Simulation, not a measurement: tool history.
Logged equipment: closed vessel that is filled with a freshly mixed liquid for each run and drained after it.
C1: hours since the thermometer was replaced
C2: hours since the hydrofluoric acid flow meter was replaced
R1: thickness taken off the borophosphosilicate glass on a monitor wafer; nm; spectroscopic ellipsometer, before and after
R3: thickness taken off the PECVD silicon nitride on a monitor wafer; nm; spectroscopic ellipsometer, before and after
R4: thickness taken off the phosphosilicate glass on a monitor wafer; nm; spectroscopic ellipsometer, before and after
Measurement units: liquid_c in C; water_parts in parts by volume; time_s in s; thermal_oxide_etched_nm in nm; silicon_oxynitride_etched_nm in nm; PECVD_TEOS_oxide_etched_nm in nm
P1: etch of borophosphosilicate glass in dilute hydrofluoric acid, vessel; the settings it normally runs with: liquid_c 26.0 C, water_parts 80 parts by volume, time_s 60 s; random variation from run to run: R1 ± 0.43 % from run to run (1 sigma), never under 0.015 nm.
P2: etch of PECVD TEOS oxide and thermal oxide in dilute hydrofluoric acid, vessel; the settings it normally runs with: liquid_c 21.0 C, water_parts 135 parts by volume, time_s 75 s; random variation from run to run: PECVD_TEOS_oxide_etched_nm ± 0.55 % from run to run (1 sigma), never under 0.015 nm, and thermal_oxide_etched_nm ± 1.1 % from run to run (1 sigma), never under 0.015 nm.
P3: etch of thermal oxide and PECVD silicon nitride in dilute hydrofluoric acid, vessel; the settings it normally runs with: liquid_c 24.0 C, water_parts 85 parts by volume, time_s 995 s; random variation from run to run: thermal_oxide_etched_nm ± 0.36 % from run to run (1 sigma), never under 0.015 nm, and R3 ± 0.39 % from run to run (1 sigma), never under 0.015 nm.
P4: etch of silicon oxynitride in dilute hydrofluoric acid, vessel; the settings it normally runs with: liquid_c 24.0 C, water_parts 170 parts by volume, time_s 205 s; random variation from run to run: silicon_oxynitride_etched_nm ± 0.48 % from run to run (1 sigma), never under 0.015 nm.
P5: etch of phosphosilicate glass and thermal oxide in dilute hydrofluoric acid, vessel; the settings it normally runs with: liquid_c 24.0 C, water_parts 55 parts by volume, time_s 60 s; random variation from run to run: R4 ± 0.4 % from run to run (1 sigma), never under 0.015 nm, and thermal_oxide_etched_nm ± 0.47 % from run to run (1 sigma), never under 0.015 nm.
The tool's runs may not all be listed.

Run 1, hour 14.6: process P1, liquid_c 26.0 C, water_parts 80 parts by volume, time_s 60 s; C1 619.8; C2 186.0. Result: R1 44.540 nm.
Run 2, hour 22.7: process P1, liquid_c 32.0 C, water_parts 30 parts by volume, time_s 60 s; C1 627.9; C2 194.1. Result: R1 160.930 nm.
Run 3, hour 31.1: process P3, liquid_c 24.0 C, water_parts 50 parts by volume, time_s 995 s; C1 636.3; C2 202.5. Result: thermal_oxide_etched_nm 103.85000 nm, R3 96.904 nm.
Run 4, hour 41.7: process P3, liquid_c 17.0 C, water_parts 85 parts by volume, time_s 995 s; C1 646.9; C2 213.1. Result: thermal_oxide_etched_nm 43.73000 nm, R3 35.644 nm.
Run 5, hour 49.8: process P1, liquid_c 26.0 C, water_parts 140 parts by volume, time_s 60 s; C1 655.0; C2 221.2. Result: R1 23.464 nm.
Run 6, hour 62.2: process P3, liquid_c 24.0 C, water_parts 85 parts by volume, time_s 995 s; C1 667.4; C2 233.6. Result: thermal_oxide_etched_nm 58.53800 nm, R3 57.240 nm.
Run 7, hour 72.4: process P1, liquid_c 21.5 C, water_parts 80 parts by volume, time_s 60 s; C1 677.6; C2 243.8. Result: R1 36.978 nm.
Run 8, hour 83.6: process P5, liquid_c 28.5 C, water_parts 55 parts by volume, time_s 60 s; C1 688.8; C2 255.0. Result: thermal_oxide_etched_nm 6.40740 nm, R4 154.55 nm.
Run 9, hour 92.1: process P4, liquid_c 24.0 C, water_parts 170 parts by volume, time_s 390 s; C1 697.3; C2 263.5. Result: silicon_oxynitride_etched_nm 10.6110 nm.
Run 10, hour 103.6: process P4, liquid_c 31.0 C, water_parts 170 parts by volume, time_s 205 s; C1 708.8; C2 275.0. Result: silicon_oxynitride_etched_nm 7.5394 nm.
Run 11, hour 116.4: process P1, liquid_c 34.0 C, water_parts 80 parts by volume, time_s 60 s; C1 721.6; C2 287.8. Result: R1 60.037 nm.
Run 12, hour 124.5: process P4, liquid_c 24.0 C, water_parts 230 parts by volume, time_s 205 s; C1 729.7; C2 295.9. Result: silicon_oxynitride_etched_nm 3.9235 nm.
Run 13, hour 138.6: process P5, liquid_c 24.0 C, water_parts 55 parts by volume, time_s 60 s; C1 743.8; C2 310.0. Result: thermal_oxide_etched_nm 5.31630 nm, R4 128.39 nm.
Run 14, hour 149.4: process P5, liquid_c 24.0 C, water_parts 30 parts by volume, time_s 60 s; C1 754.6; C2 320.8. Result: thermal_oxide_etched_nm 10.06800 nm, R4 242.70 nm.
Run 15, hour 161.3: process P1, liquid_c 26.0 C, water_parts 80 parts by volume, time_s 30 s; C1 766.5; C2 332.7. Result: R1 22.151 nm.
Run 16, hour 176.1: process P1, liquid_c 26.0 C, water_parts 80 parts by volume, time_s 60 s; C1 781.3; C2 347.5. Result: R1 44.361 nm.
Run 17, hour 183.6: process P1, liquid_c 26.0 C, water_parts 80 parts by volume, time_s 60 s; C1 788.8; C2 355.0. Result: R1 43.946 nm.
Run 18, hour 198.1: process P1, liquid_c 26.0 C, water_parts 80 parts by volume, time_s 60 s; C1 803.3; C2 369.5. Result: R1 44.063 nm.
Run 19, hour 209.9: process P2, liquid_c 21.0 C, water_parts 135 parts by volume, time_s 75 s; C1 815.1; C2 381.3. Result: thermal_oxide_etched_nm 2.18570 nm, PECVD_TEOS_oxide_etched_nm 11.6840 nm.
Run 20, hour 225.4: process P2, liquid_c 21.0 C, water_parts 135 parts by volume, time_s 75 s; C1 830.6; C2 396.8. Result: thermal_oxide_etched_nm 2.17030 nm, PECVD_TEOS_oxide_etched_nm 11.6260 nm.
Run 21, hour 238.6: process P1, liquid_c 26.0 C, water_parts 80 parts by volume, time_s 105 s; C1 843.8; C2 410.0. Result: R1 77.407 nm.
Run 22, hour 251.8: process P5, liquid_c 24.0 C, water_parts 55 parts by volume, time_s 60 s; C1 857.0; C2 423.2. Result: thermal_oxide_etched_nm 5.34300 nm, R4 129.02 nm.
Run 23, hour 262.5: process P2, liquid_c 17.0 C, water_parts 135 parts by volume, time_s 75 s; C1 867.7; C2 433.9. Result: thermal_oxide_etched_nm 1.88730 nm, PECVD_TEOS_oxide_etched_nm 9.9620 nm.
Run 24, hour 273.5: process P3, liquid_c 24.0 C, water_parts 85 parts by volume, time_s 555 s; C1 878.7; C2 444.9. Result: thermal_oxide_etched_nm 32.64900 nm, R3 32.107 nm.
Run 25, hour 283.0: process P1, liquid_c 26.0 C, water_parts 20 parts by volume, time_s 60 s; C1 888.2; C2 454.4. Result: R1 193.050 nm.
Run 26, hour 290.0: process P2, liquid_c 21.0 C, water_parts 240 parts by volume, time_s 75 s; C1 895.2; C2 461.4. Result: thermal_oxide_etched_nm 1.08830 nm, PECVD_TEOS_oxide_etched_nm 5.9060 nm.
Run 27, hour 303.8: process P1, liquid_c 26.0 C, water_parts 80 parts by volume, time_s 60 s; C1 909.0; C2 475.2. Result: R1 44.247 nm.
Run 28, hour 319.2: process P2, liquid_c 21.0 C, water_parts 135 parts by volume, time_s 35 s; C1 924.4; C2 490.6. Result: thermal_oxide_etched_nm 0.96318 nm, PECVD_TEOS_oxide_etched_nm 5.4996 nm.
Run 29, hour 331.2: process P5, liquid_c 24.0 C, water_parts 55 parts by volume, time_s 95 s; C1 936.4; C2 502.6. Result: thermal_oxide_etched_nm 8.50190 nm, R4 203.03 nm.
Run 30, hour 338.6: process P4, liquid_c 24.0 C, water_parts 170 parts by volume, time_s 205 s; C1 943.8; C2 510.0. Result: silicon_oxynitride_etched_nm 5.5675 nm.
Run 31, hour 348.2: process P3, liquid_c 24.0 C, water_parts 85 parts by volume, time_s 995 s; C1 953.4; C2 519.6. Result: thermal_oxide_etched_nm 58.24600 nm, R3 57.697 nm.
Run 32, hour 364.0: process P1, liquid_c 26.0 C, water_parts 80 parts by volume, time_s 60 s; C1 969.2; C2 535.4. Result: R1 44.190 nm.
Run 33, hour 374.4: process P1, liquid_c 26.0 C, water_parts 80 parts by volume, time_s 60 s; C1 979.6; C2 545.8. Result: R1 46.107 nm.
Run 34, hour 383.5: process P1, liquid_c 26.0 C, water_parts 80 parts by volume, time_s 60 s; C1 988.7; C2 554.9. Result: R1 46.901 nm.
Run 35, hour 398.0: process P1, liquid_c 26.0 C, water_parts 80 parts by volume, time_s 60 s; C1 1003.2; C2 569.4. Result: R1 47.800 nm.
Run 36, hour 410.5: process P1, liquid_c 26.0 C, water_parts 80 parts by volume, time_s 60 s; C1 1015.7; C2 581.9. Result: R1 47.909 nm.
Run 37, hour 419.8: process P1, liquid_c 26.0 C, water_parts 80 parts by volume, time_s 60 s; C1 1025.0; C2 591.2. Result: R1 48.264 nm.
Run 38, hour 430.9: process P1, liquid_c 26.0 C, water_parts 80 parts by volume, time_s 60 s; C1 1036.1; C2 602.3. Result: R1 48.069 nm.

The output of P1 has drifted from where it used to be. Each of the 2 causes below, taken at the size shown beside it, accounts for the log equally well:
A: hydrofluoric acid flow above the setpoint (%) = 8.42
B: liquid hotter than its thermometer reads (K) = 2.29
The onset of the drift is placed at about hour 364.0.

Below are 4 check runs, each on a single wafer, with their results shown as question marks. Which of them would tell the listed causes apart, meaning the causes would give clearly different results under it?
Run check 1, hour 442.0: process P3, liquid_c 24.0 C, water_parts 85 parts by volume, time_s 995 s. Result: thermal_oxide_etched_nm ?, R3 ?.
Run check 2, hour 442.0: process P4, liquid_c 24.0 C, water_parts 170 parts by volume, time_s 205 s. Result: silicon_oxynitride_etched_nm ?.
Run check 3, hour 442.0: process P5, liquid_c 24.0 C, water_parts 55 parts by volume, time_s 60 s. Result: thermal_oxide_etched_nm ?, R4 ?.
Run check 4, hour 442.0: process P2, liquid_c 21.0 C, water_parts 135 parts by volume, time_s 75 s. Result: thermal_oxide_etched_nm ?, PECVD_TEOS_oxide_etched_nm ?.

Predicted outcomes, by check and by cause:
  check                        result      if A      if B
check 1       thermal_oxide_etched_nm  63.96300  64.06900
check 1                            R3    62.212    66.784
check 2  silicon_oxynitride_etched_nm    6.1079    6.1789
check 3       thermal_oxide_etched_nm   5.81090   5.84910
check 3                            R4    140.25    141.17
check 4       thermal_oxide_etched_nm   2.37480   2.36960
check 4    PECVD_TEOS_oxide_etched_nm   12.7640   12.7360
Smallest distance between any two causes, each pair judged by its most separating result, in per cent: check 1 7.09 %; check 2 1.16 %; check 3 0.66 %; check 4 0.22 %
Only check 1 tells the causes apart: in the others they would give nearly the same result.

Check 1 was then run and gave: thermal_oxide_etched_nm 64.15800 nm; R3 61.926 nm. Which cause is it?

A is the cause: hydrofluoric acid flow above the setpoint (%).
